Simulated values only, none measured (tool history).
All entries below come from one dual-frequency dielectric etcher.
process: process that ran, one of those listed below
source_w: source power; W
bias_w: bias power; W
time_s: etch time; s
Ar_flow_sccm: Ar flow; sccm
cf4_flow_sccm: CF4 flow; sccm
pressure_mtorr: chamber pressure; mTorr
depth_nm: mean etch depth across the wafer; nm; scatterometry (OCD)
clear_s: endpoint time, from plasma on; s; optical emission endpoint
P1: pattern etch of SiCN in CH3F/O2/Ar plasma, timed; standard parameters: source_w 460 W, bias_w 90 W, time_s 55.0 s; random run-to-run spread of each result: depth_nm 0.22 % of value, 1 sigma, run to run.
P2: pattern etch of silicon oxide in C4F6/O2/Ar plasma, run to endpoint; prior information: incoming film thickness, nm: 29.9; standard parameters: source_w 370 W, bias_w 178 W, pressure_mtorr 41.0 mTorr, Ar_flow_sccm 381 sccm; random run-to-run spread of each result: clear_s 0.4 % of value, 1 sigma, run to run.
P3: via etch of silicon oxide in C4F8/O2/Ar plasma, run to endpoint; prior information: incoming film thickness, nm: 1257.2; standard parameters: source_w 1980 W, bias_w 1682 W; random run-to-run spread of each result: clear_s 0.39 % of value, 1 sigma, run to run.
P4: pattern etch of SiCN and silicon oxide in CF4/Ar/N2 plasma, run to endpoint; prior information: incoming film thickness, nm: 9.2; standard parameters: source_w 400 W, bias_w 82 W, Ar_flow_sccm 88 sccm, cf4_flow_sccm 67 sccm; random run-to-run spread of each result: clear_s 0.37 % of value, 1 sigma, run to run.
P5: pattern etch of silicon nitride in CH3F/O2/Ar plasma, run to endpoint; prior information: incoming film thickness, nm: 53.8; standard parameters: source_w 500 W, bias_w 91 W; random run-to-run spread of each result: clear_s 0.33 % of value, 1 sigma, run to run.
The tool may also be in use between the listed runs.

run    day  process  source_w  bias_w  time_s  Ar_flow_sccm  cf4_flow_sccm  pressure_mtorr  hours since the last wet clean  hours since the last source power generator calibration  hours since the last bias power generator calibration  depth_nm   clear_s
  1  0.171       P1       460      90    55.0                                                                        255.0                                                   1543.5                                                  180.3    23.770
  2  0.292       P3      1980    1682                                                                                257.9                                                   1546.4                                                  183.2            256.3500
  3  0.450       P3      1980    1266                                                                                261.7                                                   1550.2                                                  187.0            278.2200
  4  0.646       P3      1220    1682                                                                                266.4                                                   1554.9                                                  191.7            311.7900
  5  0.783       P4       400      82                    88             67                                           269.7                                                   1558.2                                                  195.0             11.4470
  6  0.904       P2       440     178                   381                           41.0                           272.6                                                   1561.1                                                  197.9              9.9278
  7  1.092       P4       320      82                    88             67                                           277.1                                                   1565.6                                                  202.4             13.8750
  8  1.188       P4       400      82                    88             51                                           279.4                                                   1567.9                                                  204.7             11.8700
  9  1.329       P1       460      90    55.0                                                                        282.8                                                   1571.3                                                  208.1    23.746
 10  1.533       P5       500      91                                                                                287.7                                                   1576.2                                                  213.0             67.4570
 11  1.683       P5       500     126                                                                                291.3                                                   1579.8                                                  216.6             59.7820
 12  1.867       P2       370     178                   381                           27.5                           295.7                                                   1584.2                                                  221.0             10.1210
 13  2.042       P2       370     233                   381                           41.0                           299.9                                                   1588.4                                                  225.2              9.7105
 14  2.154       P1       590      90    55.0                                                                        302.6                                                   1591.1                                                  227.9    26.073
 15  2.262       P4       400      82                    88             67                                           305.2                                                   1593.7                                                  230.5             11.4350
 16  2.454       P2       370     178                   471                           41.0                           309.8                                                   1598.3                                                  235.1             10.8340
 17  2.650       P5       300      91                                                                                314.5                                                   1603.0                                                  239.8             81.0980
 18  2.804       P1       300      90    55.0                                                                        318.2                                                   1606.7                                                  243.5    20.300
 19  2.925       P1       460      90    55.0                                                                        321.1                                                   1609.6                                                  246.4    23.692
 20  3.029       P1       370      68    55.0                                                                        323.6                                                   1612.1                                                  248.9    19.797
 21  3.175       P1       460      90    55.0                                                                        327.1                                                   1615.6                                                  252.4    23.671
 22  3.288       P2       370     178                   381                           41.0                           329.8                                                   1618.3                                                  255.1             10.6630
 23  3.412       P1       460      90    79.5                                                                        332.8                                                   1621.3                                                  258.1    34.256
 24  3.592       P1       460      90    55.0                                                                        337.1                                                   1625.6                                                  262.4    23.635
 25  3.792       P4       400      64                    88             67                                           341.9                                                   1630.4                                                  267.2             12.4570
 26  3.950       P1       460      90    55.0                                                                        345.7                                                   1634.2                                                  271.0    23.757
 27  4.142       P5       500      91                                                                                350.3                                                   1638.8                                                  275.6             67.0240
 28  4.346       P1       460     110    55.0                                                                        355.2                                                   1643.7                                                  280.5    25.463
 29  4.508       P1       460      73    55.0                                                                        359.1                                                   1647.6                                                  284.4    21.949
 30  4.638       P1       460      90    41.5                                                                        362.2                                                   1650.7                                                  287.5    17.971
 31  4.779       P4       400      82                   124             67                                           365.6                                                   1654.1                                                  290.9             11.9960
 32  4.983       P1       590     117    55.0                                                                        370.5                                                   1659.0                                                  295.8    28.608
 33  5.150       P1       460     123    71.5                                                                        374.5                                                   1663.0                                                  299.8    34.733
 34  5.242       P1       460      90    55.0                                                                        376.7                                                   1665.2                                                  302.0    23.709
 35  5.338       P1       460      90    55.0                                                                        379.0                                                   1667.5                                                  304.3    23.744
 36  5.533       P1       460      90    55.0                                                                        383.7                                                   1672.2                                                  309.0    23.842
 37  5.738       P1       460      90    55.0                                                                        388.6                                                   1677.1                                                  313.9    23.980

Expected results for the next run?
     5.796  -- wet clean of the chamber
 38  5.908       P1       460      90    55.0                                                                          2.7                                                   1681.2                                                  318.0         ?

{"run 38": {"depth_nm": 24.086}}

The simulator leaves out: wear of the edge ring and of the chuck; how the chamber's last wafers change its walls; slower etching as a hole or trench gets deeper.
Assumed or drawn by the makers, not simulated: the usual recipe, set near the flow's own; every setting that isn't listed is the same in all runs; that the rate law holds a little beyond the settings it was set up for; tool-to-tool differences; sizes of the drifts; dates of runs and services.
